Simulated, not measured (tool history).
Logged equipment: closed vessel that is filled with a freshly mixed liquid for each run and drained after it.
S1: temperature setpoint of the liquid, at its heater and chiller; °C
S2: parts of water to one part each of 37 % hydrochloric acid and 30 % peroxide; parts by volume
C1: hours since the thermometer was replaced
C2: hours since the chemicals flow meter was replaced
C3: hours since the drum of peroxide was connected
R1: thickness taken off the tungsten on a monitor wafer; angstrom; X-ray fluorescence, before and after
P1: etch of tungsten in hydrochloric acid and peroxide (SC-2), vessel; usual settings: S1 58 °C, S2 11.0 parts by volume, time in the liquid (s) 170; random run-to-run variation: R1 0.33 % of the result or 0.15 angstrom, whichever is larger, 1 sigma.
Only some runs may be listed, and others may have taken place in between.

{"run": 1, "hour": 11.4, "S1": 58, "S2": 11.0, "time in the liquid (s)": 170, "C1": 1139.9, "C2": 242.2, "C3": 267.4, "R1": 490.13}
{"hour": 20.5, "done": "new drum of peroxide connected"}
{"run": 2, "hour": 21.0, "S1": 58, "S2": 11.0, "time in the liquid (s)": 335, "C1": 1149.5, "C2": 251.8, "C3": 0.6, "R1": 962.42}
{"run": 3, "hour": 31.5, "S1": 58, "S2": 16.5, "time in the liquid (s)": 170, "C1": 1160.0, "C2": 262.3, "C3": 11.1, "R1": 344.6}
{"run": 4, "hour": 41.3, "S1": 58, "S2": 11.0, "time in the liquid (s)": 170, "C1": 1169.8, "C2": 272.1, "C3": 20.9, "R1": 487.64}
{"run": 5, "hour": 57.9, "S1": 50, "S2": 17.0, "time in the liquid (s)": 170, "C1": 1186.4, "C2": 288.7, "C3": 37.5, "R1": 199.33}
{"run": 6, "hour": 74.7, "S1": 68, "S2": 11.0, "time in the liquid (s)": 170, "C1": 1203.2, "C2": 305.5, "C3": 54.3, "R1": 903.69}
{"run": 7, "hour": 86.0, "S1": 58, "S2": 11.0, "time in the liquid (s)": 170, "C1": 1214.5, "C2": 316.8, "C3": 65.6, "R1": 490.12}
{"run": 8, "hour": 97.7, "S1": 58, "S2": 4.0, "time in the liquid (s)": 170, "C1": 1226.2, "C2": 328.5, "C3": 77.3, "R1": 1054.1}
{"run": 9, "hour": 105.4, "S1": 58, "S2": 11.0, "time in the liquid (s)": 50, "C1": 1233.9, "C2": 336.2, "C3": 85.0, "R1": 144.14}
{"run": 10, "hour": 120.3, "S1": 72, "S2": 7.0, "time in the liquid (s)": 170, "C1": 1248.8, "C2": 351.1, "C3": 99.9, "R1": 1652.6}
{"run": 11, "hour": 132.2, "S1": 58, "S2": 11.0, "time in the liquid (s)": 170, "C1": 1260.7, "C2": 363.0, "C3": 111.8, "R1": 487.04}
{"run": 12, "hour": 142.6, "S1": 58, "S2": 11.0, "time in the liquid (s)": 170, "C1": 1271.1, "C2": 373.4, "C3": 122.2, "R1": 490.27}
{"run": 13, "hour": 156.1, "S1": 43, "S2": 11.0, "time in the liquid (s)": 170, "C1": 1284.6, "C2": 386.9, "C3": 135.7, "R1": 180.48}
{"run": 14, "hour": 170.9, "S1": 58, "S2": 11.0, "time in the liquid (s)": 170, "C1": 1299.4, "C2": 401.7, "C3": 150.5, "R1": 487.0}
{"run": 15, "hour": 180.7, "S1": 58, "S2": 11.0, "time in the liquid (s)": 170, "C1": 1309.2, "C2": 411.5, "C3": 160.3, "R1": 488.35}
{"run": 16, "hour": 197.0, "S1": 58, "S2": 11.0, "time in the liquid (s)": 170, "C1": 1325.5, "C2": 427.8, "C3": 176.6, "R1": 461.52}
{"run": 17, "hour": 212.1, "S1": 58, "S2": 11.0, "time in the liquid (s)": 170, "C1": 1340.6, "C2": 442.9, "C3": 191.7, "R1": 452.65}
{"hour": 219.4, "done": "new drum of peroxide connected"}
{"run": 18, "hour": 225.7, "S1": 58, "S2": 11.0, "time in the liquid (s)": 170, "C1": 1354.2, "C2": 456.5, "C3": 6.3, "R1": 443.74}
{"run": 19, "hour": 236.3, "S1": 58, "S2": 11.0, "time in the liquid (s)": 170, "C1": 1364.8, "C2": 467.1, "C3": 16.9, "R1": 443.54}
{"run": 20, "hour": 249.9, "S1": 58, "S2": 11.0, "time in the liquid (s)": 170, "C1": 1378.4, "C2": 480.7, "C3": 30.5, "R1": 441.8}
{"run": 21, "hour": 264.6, "S1": 58, "S2": 11.0, "time in the liquid (s)": 170, "C1": 1393.1, "C2": 495.4, "C3": 45.2, "R1": 438.73}
{"run": 22, "hour": 273.7, "S1": 58, "S2": 11.0, "time in the liquid (s)": 170, "C1": 1402.2, "C2": 504.5, "C3": 54.3, "R1": 440.98}

What P1 gives has crept off from where it sat before. The 2 causes that follow fit the log equally well, each at the size noted:
A: chemicals flow below the setpoint (%) = 11.6
B: liquid colder than its thermometer reads (K) = 1.65
At approximately hour 180.7, the process output began to creep.
All other causes, with the reason each is excluded:
peroxide weaker than its label (%): work on it at hour 219.4, done after the drift set in, did not restore what the process gave before

Question marks stand in for the results of the 4 check runs listed below, each run on one wafer. Under which run would the listed causes show clearly different results?
{"run": "check 1", "hour": 282.8, "S1": 43.5, "S2": 16.5, "time in the liquid (s)": 170, "R1": "?"}
{"run": "check 2", "hour": 282.8, "S1": 47.5, "S2": 11.0, "time in the liquid (s)": 70, "R1": "?"}
{"run": "check 3", "hour": 282.8, "S1": 52.0, "S2": 4.0, "time in the liquid (s)": 170, "R1": "?"}
{"run": "check 4", "hour": 282.8, "S1": 45.0, "S2": 14.0, "time in the liquid (s)": 170, "R1": "?"}

Expected result of each check under each candidate cause:
check=check_1 result=R1 if_A=117.420 if_B=116.890
check=check_2 result=R1 if_A=91.008 if_B=90.368
check=check_3 result=R1 if_A=660.730 if_B=644.190
check=check_4 result=R1 if_A=150.890 if_B=150.080
Per check, the gap between the least separated pair of causes, taken in the result that splits them most: check 1 0.45 %; check 2 0.71 %; check 3 2.53 %; check 4 0.54 %
Only check 3 tells the causes apart: in the others they would give nearly the same result.

Check 3 was carried out, with these results: R1 647.320 angstrom. Which of the listed causes is responsible?

B is the cause: liquid colder than its thermometer reads (K).
